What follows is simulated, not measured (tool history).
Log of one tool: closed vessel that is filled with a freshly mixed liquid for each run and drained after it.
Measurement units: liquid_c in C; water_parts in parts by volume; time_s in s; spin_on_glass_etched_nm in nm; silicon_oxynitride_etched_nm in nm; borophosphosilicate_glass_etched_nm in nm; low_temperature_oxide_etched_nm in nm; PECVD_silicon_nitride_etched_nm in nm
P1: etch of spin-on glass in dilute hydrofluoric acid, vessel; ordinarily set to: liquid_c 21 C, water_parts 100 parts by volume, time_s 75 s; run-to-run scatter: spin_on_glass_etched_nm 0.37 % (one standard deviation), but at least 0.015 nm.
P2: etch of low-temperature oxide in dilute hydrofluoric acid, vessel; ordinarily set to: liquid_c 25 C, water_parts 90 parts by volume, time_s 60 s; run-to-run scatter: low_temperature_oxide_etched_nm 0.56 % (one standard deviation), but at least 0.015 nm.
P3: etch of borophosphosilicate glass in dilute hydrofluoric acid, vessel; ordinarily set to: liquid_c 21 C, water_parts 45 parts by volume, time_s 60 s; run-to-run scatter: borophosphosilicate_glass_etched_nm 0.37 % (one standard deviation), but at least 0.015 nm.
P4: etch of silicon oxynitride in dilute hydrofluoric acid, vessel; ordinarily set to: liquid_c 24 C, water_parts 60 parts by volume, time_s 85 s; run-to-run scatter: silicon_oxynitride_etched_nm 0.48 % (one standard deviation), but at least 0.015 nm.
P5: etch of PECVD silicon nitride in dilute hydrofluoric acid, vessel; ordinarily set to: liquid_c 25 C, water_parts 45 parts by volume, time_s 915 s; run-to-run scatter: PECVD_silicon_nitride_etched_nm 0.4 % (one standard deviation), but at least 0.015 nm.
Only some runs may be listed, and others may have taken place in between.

run,hour,process,liquid_c,water_parts,time_s,spin_on_glass_etched_nm,silicon_oxynitride_etched_nm,borophosphosilicate_glass_etched_nm,low_temperature_oxide_etched_nm,PECVD_silicon_nitride_etched_nm
1,8.2,P1,21,100,75,27.047,,,,
2,12.9,P4,24,60,85,,4.7283,,,
3,17.9,P3,21,45,60,,,58.366,,
4,24.2,P1,21,165,75,15.5,,,,
5,28.8,P1,21,100,75,27.165,,,,
6,37.9,P1,21,100,75,26.964,,,,
7,45.3,P4,24,110,85,,2.4663,,,
8,54.1,P3,21,20,60,,,134.74,,
9,64,P1,17,100,75,23.106,,,,
10,70.1,P2,25,90,60,,,,24.123,
11,79,P1,21,100,75,27.139,,,,
12,87.4,P1,21,100,145,52.586,,,,
13,92.2,P2,33.5,90,60,,,,33.533,
14,100.9,P1,21,100,75,27.183,,,,
15,105.4,P1,21,100,30,10.906,,,,
16,112.7,P2,25,20,60,,,,120.98,
17,118.4,P1,21,100,75,27.281,,,,
18,124.9,P5,25,30,915,,,,,62.145
19,131.2,P1,17,100,140,43.086,,,,
20,136.3,P1,25,100,75,32.032,,,,
21,142.4,P1,17,100,115,35.226,,,,
22,148.1,P4,24,60,85,,4.7058,,,
# hour 156.2: thermometer replaced
23,157,P3,29.5,45,60,,,82.525,,
24,165.5,P3,21,45,105,,,102.01,,
25,172.4,P4,31.5,60,85,,6.6612,,,
26,180.1,P4,24,60,40,,2.207,,,
27,186.8,P2,25,90,30,,,,12.083,
28,197,P1,21,25,75,118.93,,,,
29,201.5,P1,21,100,75,27.094,,,,
30,210.4,P5,17,45,915,,,,,24.133
31,216.9,P5,25,45,915,,,,,42.137
32,227.2,P5,25,45,115,,,,,5.2255
33,235.3,P1,21,100,75,27.173,,,,
34,244.2,P1,21,100,75,28.504,,,,
35,251.4,P1,21,100,75,29.329,,,,
36,256.1,P1,21,100,75,29.595,,,,
37,266.4,P1,21,100,75,29.857,,,,
38,272.6,P1,21,100,75,30.052,,,,
39,279.4,P1,21,100,75,30.049,,,,
40,285.5,P1,21,100,75,29.928,,,,

The output of P1 has drifted from where it used to be. Each of the 2 causes below, taken at the size shown beside it, accounts for the log equally well:
A: hydrofluoric acid flow above the setpoint (%) = 9.26
B: liquid hotter than its thermometer reads (K) = 2.45
The process output started creeping at around hour 235.3.

The check runs listed below each take one wafer, and their results are still question marks. Under which run would the listed causes lead to clearly different results?
check 1,291.6,P2,33,25,60,,,,?,
check 2,291.6,P3,29,45,60,,,?,,
check 3,291.6,P5,21.5,45,915,,,,,?
check 4,291.6,P4,27.5,105,85,,?,,,

Predicted outcomes, by check and by cause:
check,result,if A,if B
check 1,low_temperature_oxide_etched_nm,144.18,144.66
check 2,borophosphosilicate_glass_etched_nm,89.169,89.364
check 3,PECVD_silicon_nitride_etched_nm,36.113,39.167
check 4,silicon_oxynitride_etched_nm,3.3506,3.397
Per check, the gap between the least separated pair of causes, taken in the result that splits them most: check 1 0.33 %; check 2 0.22 %; check 3 8.12 %; check 4 1.38 %
Check 3 is the one run that separates the causes; every other check would come out nearly the same whichever cause is at work.

Check 3 was then run and gave: PECVD_silicon_nitride_etched_nm 36.32 nm. Which cause is it?

It is A: hydrofluoric acid flow above the setpoint (%).

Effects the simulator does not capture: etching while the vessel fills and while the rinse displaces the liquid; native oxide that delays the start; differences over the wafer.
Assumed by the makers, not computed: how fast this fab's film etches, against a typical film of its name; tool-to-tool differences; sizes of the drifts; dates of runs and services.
